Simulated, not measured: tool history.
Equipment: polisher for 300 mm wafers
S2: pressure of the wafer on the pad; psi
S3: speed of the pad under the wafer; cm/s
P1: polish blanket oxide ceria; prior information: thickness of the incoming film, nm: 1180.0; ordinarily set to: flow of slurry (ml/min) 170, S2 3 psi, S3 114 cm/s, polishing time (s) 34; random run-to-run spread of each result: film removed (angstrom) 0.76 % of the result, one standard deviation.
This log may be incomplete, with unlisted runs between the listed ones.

{"run": 1, "day": 0.317, "flow of slurry (ml/min)": 170, "S2": 3, "S3": 114, "polishing time (s)": 34, "film removed (angstrom)": 1660}
{"run": 2, "day": 0.658, "flow of slurry (ml/min)": 110, "S2": 3, "S3": 78, "polishing time (s)": 34, "film removed (angstrom)": 1045.7}
{"day": 0.683, "done": "head pressure recalibrated"}
{"run": 3, "day": 0.971, "flow of slurry (ml/min)": 100, "S2": 3, "S3": 114, "polishing time (s)": 34, "film removed (angstrom)": 1484.4}
{"run": 4, "day": 1.3, "flow of slurry (ml/min)": 170, "S2": 3, "S3": 114, "polishing time (s)": 34, "film removed (angstrom)": 1659.3}
{"run": 5, "day": 1.529, "flow of slurry (ml/min)": 170, "S2": 3, "S3": 114, "polishing time (s)": 15, "film removed (angstrom)": 727.86}
{"run": 6, "day": 1.862, "flow of slurry (ml/min)": 170, "S2": 3, "S3": 52, "polishing time (s)": 34, "film removed (angstrom)": 753.54}
{"run": 7, "day": 2.092, "flow of slurry (ml/min)": 170, "S2": 3, "S3": 114, "polishing time (s)": 34, "film removed (angstrom)": 1663.8}
{"run": 8, "day": 2.271, "flow of slurry (ml/min)": 170, "S2": 1.4, "S3": 114, "polishing time (s)": 34, "film removed (angstrom)": 778.47}
{"run": 9, "day": 2.612, "flow of slurry (ml/min)": 170, "S2": 3, "S3": 114, "polishing time (s)": 34, "film removed (angstrom)": 1663.9}
{"run": 10, "day": 2.871, "flow of slurry (ml/min)": 170, "S2": 4.6, "S3": 114, "polishing time (s)": 34, "film removed (angstrom)": 2562.9}
{"run": 11, "day": 3.042, "flow of slurry (ml/min)": 170, "S2": 3, "S3": 82, "polishing time (s)": 46, "film removed (angstrom)": 1604.1}
{"run": 12, "day": 3.312, "flow of slurry (ml/min)": 225, "S2": 3, "S3": 114, "polishing time (s)": 23, "film removed (angstrom)": 1155.4}
{"run": 13, "day": 3.667, "flow of slurry (ml/min)": 170, "S2": 3, "S3": 114, "polishing time (s)": 34, "film removed (angstrom)": 1658}
{"run": 14, "day": 3.862, "flow of slurry (ml/min)": 235, "S2": 3, "S3": 114, "polishing time (s)": 34, "film removed (angstrom)": 1736.7}
{"run": 15, "day": 4.058, "flow of slurry (ml/min)": 170, "S2": 3, "S3": 172, "polishing time (s)": 34, "film removed (angstrom)": 2469.3}
{"run": 16, "day": 4.25, "flow of slurry (ml/min)": 170, "S2": 3, "S3": 114, "polishing time (s)": 46, "film removed (angstrom)": 2244.8}
{"run": 17, "day": 4.533, "flow of slurry (ml/min)": 170, "S2": 3, "S3": 114, "polishing time (s)": 34, "film removed (angstrom)": 1651.8}
{"run": 18, "day": 4.838, "flow of slurry (ml/min)": 170, "S2": 3, "S3": 114, "polishing time (s)": 34, "film removed (angstrom)": 1596.3}
{"run": 19, "day": 5.1, "flow of slurry (ml/min)": 170, "S2": 3, "S3": 114, "polishing time (s)": 34, "film removed (angstrom)": 1582}
{"run": 20, "day": 5.283, "flow of slurry (ml/min)": 170, "S2": 3, "S3": 114, "polishing time (s)": 34, "film removed (angstrom)": 1581.4}
{"run": 21, "day": 5.6, "flow of slurry (ml/min)": 170, "S2": 3, "S3": 114, "polishing time (s)": 34, "film removed (angstrom)": 1563}
{"run": 22, "day": 5.925, "flow of slurry (ml/min)": 170, "S2": 3, "S3": 114, "polishing time (s)": 34, "film removed (angstrom)": 1527.3}
{"run": 23, "day": 6.108, "flow of slurry (ml/min)": 170, "S2": 3, "S3": 114, "polishing time (s)": 34, "film removed (angstrom)": 1560.5}
{"day": 6.175, "done": "worn pad replaced by a new one"}
{"run": 24, "day": 6.454, "flow of slurry (ml/min)": 170, "S2": 3, "S3": 114, "polishing time (s)": 34, "film removed (angstrom)": 1550.6}
{"run": 25, "day": 6.788, "flow of slurry (ml/min)": 170, "S2": 3, "S3": 114, "polishing time (s)": 34, "film removed (angstrom)": 1539.3}
{"run": 26, "day": 7.092, "flow of slurry (ml/min)": 170, "S2": 3, "S3": 114, "polishing time (s)": 34, "film removed (angstrom)": 1538.4}
{"run": 27, "day": 7.254, "flow of slurry (ml/min)": 170, "S2": 3, "S3": 114, "polishing time (s)": 34, "film removed (angstrom)": 1554}
{"run": 28, "day": 7.562, "flow of slurry (ml/min)": 170, "S2": 3, "S3": 114, "polishing time (s)": 34, "film removed (angstrom)": 1532}

Compared with where it was, what P1 gives has crept away. Each cause listed below fits the log as well as the rest, at the size given for it:
A: head's pressure below its setpoint, % = 7.02
B: slurry flow missing at the pad, % = 32.7
The onset of the drift is placed at about day 4.533.
What rules out each remaining cause:
removal rate lost through wear of the pad, %: serviced after onset, at day 6.175, with no recovery of the prior output

The 4 check runs listed below each average the results of 2 wafers, and their outcomes are marked with question marks. Under which run would the listed causes produce clearly different results?
{"run": "check 1", "day": 7.871, "flow of slurry (ml/min)": 100, "S2": 3, "S3": 52, "polishing time (s)": 34, "film removed (angstrom)": "?"}
{"run": "check 2", "day": 7.871, "flow of slurry (ml/min)": 170, "S2": 1.6, "S3": 114, "polishing time (s)": 34, "film removed (angstrom)": "?"}
{"run": "check 3", "day": 7.871, "flow of slurry (ml/min)": 170, "S2": 4.3, "S3": 56, "polishing time (s)": 34, "film removed (angstrom)": "?"}
{"run": "check 4", "day": 7.871, "flow of slurry (ml/min)": 170, "S2": 4.5, "S3": 114, "polishing time (s)": 16, "film removed (angstrom)": "?"}

If the cause were each of the candidates in turn, the checks would give the following:
check=check_1 result=film_removed_(angstrom) if_A=631.66 if_B=604.51
check=check_2 result=film_removed_(angstrom) if_A=819.72 if_B=819.62
check=check_3 result=film_removed_(angstrom) if_A=1082.2 if_B=1082
check=check_4 result=film_removed_(angstrom) if_A=1084.9 if_B=1084.8
Minimum pairwise separation of causes per check, each pair taken at its best-separating result: check 1 4.39 %; check 2 0.01 %; check 3 0.01 %; check 4 0.01 %
The causes can be told apart only by check 1. The other checks would give nearly the same results under each of them.

Here is what check 1 returned: film removed (angstrom) 632.86. Which cause is it?

It is A: head's pressure below its setpoint, %.
